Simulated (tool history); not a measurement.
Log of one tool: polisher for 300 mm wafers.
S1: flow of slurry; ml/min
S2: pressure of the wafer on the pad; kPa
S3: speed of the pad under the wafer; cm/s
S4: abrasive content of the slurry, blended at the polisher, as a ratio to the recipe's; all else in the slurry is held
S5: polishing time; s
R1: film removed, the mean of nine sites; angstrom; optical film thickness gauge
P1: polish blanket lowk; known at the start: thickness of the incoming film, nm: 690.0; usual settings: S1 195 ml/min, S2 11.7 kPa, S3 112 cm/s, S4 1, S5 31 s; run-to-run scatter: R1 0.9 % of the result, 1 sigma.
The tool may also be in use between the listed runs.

run,hour,S1,S2,S3,S4,S5,R1
1,14,195,11.7,112,1,31,123.18
2,23.9,195,11.7,176,1,31,173.79
3,36.5,195,11.7,112,1,49,195.77
4,49.2,195,5.5,112,1,31,56.483
5,60.4,195,15.9,112,0.7,31,141.55
# hour 66.5: slurry blender recalibrated
6,77,195,11.7,112,1.25,31,134.2
7,94.5,300,11.7,112,1,31,127.64
8,104.4,195,11.7,112,1,18,71.39
9,118.7,115,11.7,112,1,31,112.32
10,133.3,195,16.5,112,1,31,171.85
11,151.9,195,11.7,112,1,31,122.85
12,167.2,195,11.7,112,1,31,123.75
13,180.5,195,11.7,112,1,31,122.49
14,190.7,195,11.7,58,1,31,72.8
15,201.6,195,11.7,112,0.6,31,92.607
16,214.6,195,11.7,112,1,31,121.14
17,227.4,195,11.7,112,1,31,123.57
18,243,195,11.7,112,1,31,122.6
19,255.7,195,11.7,112,1,31,120.06
20,271.9,195,11.7,112,1,31,117.65
21,280.3,195,11.7,112,1,31,116.89
22,298.5,195,11.7,112,1,31,114.26
# hour 306.5: conditioning disc replaced and pad reconditioned
23,313,195,11.7,112,1,31,113.43
# hour 317: slurry blender recalibrated
24,326.3,195,11.7,112,1,31,112.32
# hour 337.5: worn pad replaced by a new one
25,338.2,195,11.7,112,1,31,112.62
26,356.1,195,11.7,112,1,31,112.24
27,369.3,195,11.7,112,1,31,111.57

What P1 gives has crept away from where it was. These 2 causes fit the log equally well, each at the size given:
A: slurry flow missing at the pad, % = 39.2
B: head's pressure below its setpoint, % = 8.12
The creep began at about hour 243.
Why every other cause is out:
removal rate lost through wear of the pad, %: serviced at hour 337.5, which brought nothing back
abrasive missing from the slurry, %: serviced at hour 317, which brought nothing back
time polished since the conditioner stopped cutting, s: serviced at hour 306.5, which brought nothing back

4 check runs are offered, each on 2 wafers whose results are averaged, their results left as question marks. Which one tells the causes apart?
check 1,382.5,195,11.7,90,1,31,?
check 2,382.5,115,11.7,112,1,39,?
check 3,382.5,195,7.6,160,1,31,?
check 4,382.5,195,11.7,112,0.65,46,?

What each check would give under each cause:
check,result,if A,if B
check 1,R1,94.747,94.752
check 2,R1,123.13,129.61
check 3,R1,97.143,97.148
check 4,R1,134.54,134.55
How far apart the two closest causes lie, in the result that separates them most: check 1 0.01 %; check 2 5.13 %; check 3 0.01 %; check 4 0.01 %
Only check 2 tells the causes apart: in the others they would give nearly the same result.

Check 2 was then run and gave: R1 123.59 angstrom. Which cause is it?

It is A: slurry flow missing at the pad, %.
